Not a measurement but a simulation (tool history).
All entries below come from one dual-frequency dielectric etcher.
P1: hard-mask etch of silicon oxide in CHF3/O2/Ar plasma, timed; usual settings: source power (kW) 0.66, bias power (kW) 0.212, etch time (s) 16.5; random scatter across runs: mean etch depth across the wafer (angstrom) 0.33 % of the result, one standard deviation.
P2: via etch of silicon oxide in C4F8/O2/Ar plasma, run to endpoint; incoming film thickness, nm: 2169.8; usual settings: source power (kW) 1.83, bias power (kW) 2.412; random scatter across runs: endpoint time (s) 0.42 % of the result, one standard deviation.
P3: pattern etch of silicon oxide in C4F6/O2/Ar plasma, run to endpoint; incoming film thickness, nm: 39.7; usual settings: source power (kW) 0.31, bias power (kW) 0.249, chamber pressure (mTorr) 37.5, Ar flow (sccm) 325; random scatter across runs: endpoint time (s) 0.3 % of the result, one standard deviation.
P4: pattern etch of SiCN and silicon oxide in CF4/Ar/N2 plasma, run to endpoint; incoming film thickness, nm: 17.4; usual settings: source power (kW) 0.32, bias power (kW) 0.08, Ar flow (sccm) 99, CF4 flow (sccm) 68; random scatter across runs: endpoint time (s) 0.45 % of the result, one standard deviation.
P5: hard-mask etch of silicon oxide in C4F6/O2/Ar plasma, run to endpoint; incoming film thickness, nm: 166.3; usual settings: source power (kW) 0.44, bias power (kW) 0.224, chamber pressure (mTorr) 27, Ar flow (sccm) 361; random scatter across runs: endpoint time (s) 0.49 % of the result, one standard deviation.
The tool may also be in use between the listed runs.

| run | hour | process that ran | source power (kW) | bias power (kW) | etch time (s) | Ar flow (sccm) | CF4 flow (sccm) | chamber pressure (mTorr) | hours since the last wet clean | hours since the last source power generator calibration | hours since the last bias power generator calibration | mean etch depth across the wafer (angstrom) | endpoint time (s) |
|---|---|---|---|---|---|---|---|---|---|---|---|---|---|
| 1 | 4.3 | P1 | 0.66 | 0.212 | 16.5 |  |  |  | 201.3 | 725.9 | 1433.8 | 357.69 |  |
| 2 | 11.1 | P1 | 0.43 | 0.212 | 16.5 |  |  |  | 208.1 | 732.7 | 1440.6 | 303.25 |  |
| 3 | 18.7 | P1 | 0.66 | 0.256 | 16.5 |  |  |  | 215.7 | 740.3 | 1448.2 | 384.53 |  |
| 4 | 23 | P4 | 0.32 | 0.08 |  | 99 | 68 |  | 220 | 744.6 | 1452.5 |  | 26.135 |
| 5 | 30.6 | P1 | 0.66 | 0.212 | 16.5 |  |  |  | 227.6 | 752.2 | 1460.1 | 357.1 |  |
|  | 31.4 | source power generator calibrated |
| 6 | 37.6 | P1 | 0.66 | 0.292 | 21 |  |  |  | 234.6 | 6.3 | 1467.1 | 509.3 |  |
| 7 | 44.1 | P2 | 1.83 | 2.412 |  |  |  |  | 241.1 | 12.8 | 1473.6 |  | 419.29 |
| 8 | 48.9 | P5 | 0.44 | 0.224 |  | 464 |  | 27 | 245.9 | 17.6 | 1478.4 |  | 49.415 |
| 9 | 54.5 | P3 | 0.31 | 0.249 |  | 325 |  | 30.5 | 251.5 | 23.2 | 1484 |  | 12.366 |
| 10 | 60.9 | P1 | 0.66 | 0.212 | 23.5 |  |  |  | 257.9 | 29.6 | 1490.4 | 507.58 |  |
| 11 | 64.6 | P1 | 0.66 | 0.212 | 16.5 |  |  |  | 261.6 | 33.3 | 1494.1 | 358.32 |  |
| 12 | 68.4 | P4 | 0.32 | 0.08 |  | 99 | 83 |  | 265.4 | 37.1 | 1497.9 |  | 25.485 |
| 13 | 76.3 | P3 | 0.25 | 0.249 |  | 325 |  | 37.5 | 273.3 | 45 | 1505.8 |  | 13.841 |
| 14 | 84.5 | P4 | 0.32 | 0.08 |  | 118 | 68 |  | 281.5 | 53.2 | 1514 |  | 26.792 |
| 15 | 91.8 | P5 | 0.44 | 0.298 |  | 361 |  | 27 | 288.8 | 60.5 | 1521.3 |  | 43.609 |
| 16 | 98.2 | P5 | 0.33 | 0.224 |  | 361 |  | 27 | 295.2 | 66.9 | 1527.7 |  | 53.409 |
| 17 | 104.7 | P3 | 0.31 | 0.249 |  | 325 |  | 37.5 | 301.7 | 73.4 | 1534.2 |  | 12.718 |
| 18 | 111.1 | P4 | 0.32 | 0.08 |  | 99 | 68 |  | 308.1 | 79.8 | 1540.6 |  | 26.246 |
| 19 | 117.4 | P2 | 1.83 | 1.441 |  |  |  |  | 314.4 | 86.1 | 1546.9 |  | 484.82 |
| 20 | 123 | P3 | 0.31 | 0.249 |  | 226 |  | 37.5 | 320 | 91.7 | 1552.5 |  | 12.186 |
| 21 | 128.7 | P3 | 0.31 | 0.249 |  | 325 |  | 37.5 | 325.7 | 97.4 | 1558.2 |  | 12.724 |
| 22 | 135.3 | P3 | 0.31 | 0.348 |  | 325 |  | 37.5 | 332.3 | 104 | 1564.8 |  | 11.377 |
| 23 | 142.4 | P1 | 0.66 | 0.212 | 16.5 |  |  |  | 339.4 | 111.1 | 1571.9 | 356.39 |  |
| 24 | 149.1 | P4 | 0.2 | 0.08 |  | 99 | 68 |  | 346.1 | 117.8 | 1578.6 |  | 39.484 |
| 25 | 154 | P5 | 0.44 | 0.224 |  | 361 |  | 27 | 351 | 122.7 | 1583.5 |  | 48.07 |
| 26 | 157.6 | P1 | 0.66 | 0.212 | 16.5 |  |  |  | 354.6 | 126.3 | 1587.1 | 357.36 |  |
| 27 | 162.8 | P4 | 0.32 | 0.058 |  | 99 | 68 |  | 359.8 | 131.5 | 1592.3 |  | 29.016 |
| 28 | 167.3 | P2 | 2.53 | 2.412 |  |  |  |  | 364.3 | 136 | 1596.8 |  | 367.22 |
| 29 | 173.5 | P1 | 0.66 | 0.146 | 16.5 |  |  |  | 370.5 | 142.2 | 1603 | 315.83 |  |
| 30 | 180 | P5 | 0.44 | 0.224 |  | 361 |  | 34.5 | 377 | 148.7 | 1609.5 |  | 49.506 |
| 31 | 187.7 | P1 | 0.8 | 0.212 | 16.5 |  |  |  | 384.7 | 156.4 | 1617.2 | 382.83 |  |
| 32 | 191.8 | P1 | 0.66 | 0.212 | 9 |  |  |  | 388.8 | 160.5 | 1621.3 | 196 |  |
| 33 | 199.8 | P1 | 0.66 | 0.212 | 16.5 |  |  |  | 396.8 | 168.5 | 1629.3 | 357.52 |  |
| 34 | 204.5 | P1 | 0.66 | 0.212 | 16.5 |  |  |  | 401.5 | 173.2 | 1634 | 356.64 |  |
| 35 | 209.7 | P1 | 0.66 | 0.212 | 16.5 |  |  |  | 406.7 | 178.4 | 1639.2 | 355.62 |  |
| 36 | 216.8 | P1 | 0.66 | 0.212 | 16.5 |  |  |  | 413.8 | 185.5 | 1646.3 | 354.55 |  |
|  | 223.3 | wet clean of the chamber |
| 37 | 224.7 | P1 | 0.66 | 0.212 | 16.5 |  |  |  | 1.5 | 193.4 | 1654.2 | 351.75 |  |
| 38 | 232.6 | P1 | 0.66 | 0.212 | 16.5 |  |  |  | 9.4 | 201.3 | 1662.1 | 352.55 |  |
| 39 | 238.1 | P1 | 0.66 | 0.212 | 16.5 |  |  |  | 14.9 | 206.8 | 1667.6 | 351.52 |  |
| 40 | 244 | P1 | 0.66 | 0.212 | 16.5 |  |  |  | 20.8 | 212.7 | 1673.5 | 352.57 |  |
| 41 | 249.6 | P1 | 0.66 | 0.212 | 16.5 |  |  |  | 26.4 | 218.3 | 1679.1 | 352.61 |  |

What P1 gives has crept away from where it was. These 2 causes fit the log equally well, each at the size given:
A: source power that arrives under what is set, % = 4.2
B: bias power that arrives under what is set, % = 4.63
The creep began at about hour 199.8.
Why every other cause is out:
chamber walls in a state that lowers the etch rate, %: serviced at hour 223.3, after the change had begun; the process did not return to its earlier output

The list below offers 4 check runs, each averaging the results of 3 wafers, and shows each result as a question mark. For which of them would the listed causes give clearly different results?
| check 1 | 255.2 | P5 | 0.44 | 0.224 |  | 361 |  | 27 |  |  |  |  | ? |
| check 2 | 255.2 | P3 | 0.31 | 0.249 |  | 325 |  | 37.5 |  |  |  |  | ? |
| check 3 | 255.2 | P4 | 0.32 | 0.08 |  | 99 | 68 |  |  |  |  |  | ? |
| check 4 | 255.2 | P2 | 1.83 | 2.412 |  |  |  |  |  |  |  |  | ? |

Outcome of each check run for each possible cause:
| check | result | if A | if B |
|---|---|---|---|
| check 1 | endpoint time (s) | 48.79 | 48.74 |
| check 2 | endpoint time (s) | 12.935 | 12.933 |
| check 3 | endpoint time (s) | 27.23 | 26.667 |
| check 4 | endpoint time (s) | 424.77 | 423.59 |
Separation of the two closest causes in each check, using whichever result separates them best: check 1 0.1 %; check 2 0.01 %; check 3 2.09 %; check 4 0.28 %
Of the check runs offered, only check 3 discriminates between the causes; the rest would read about the same regardless of which cause applies.

Running check 3 produced the following: endpoint time (s) 27.338. Which one of the listed causes fits?

It was cause A: source power that arrives under what is set, %.
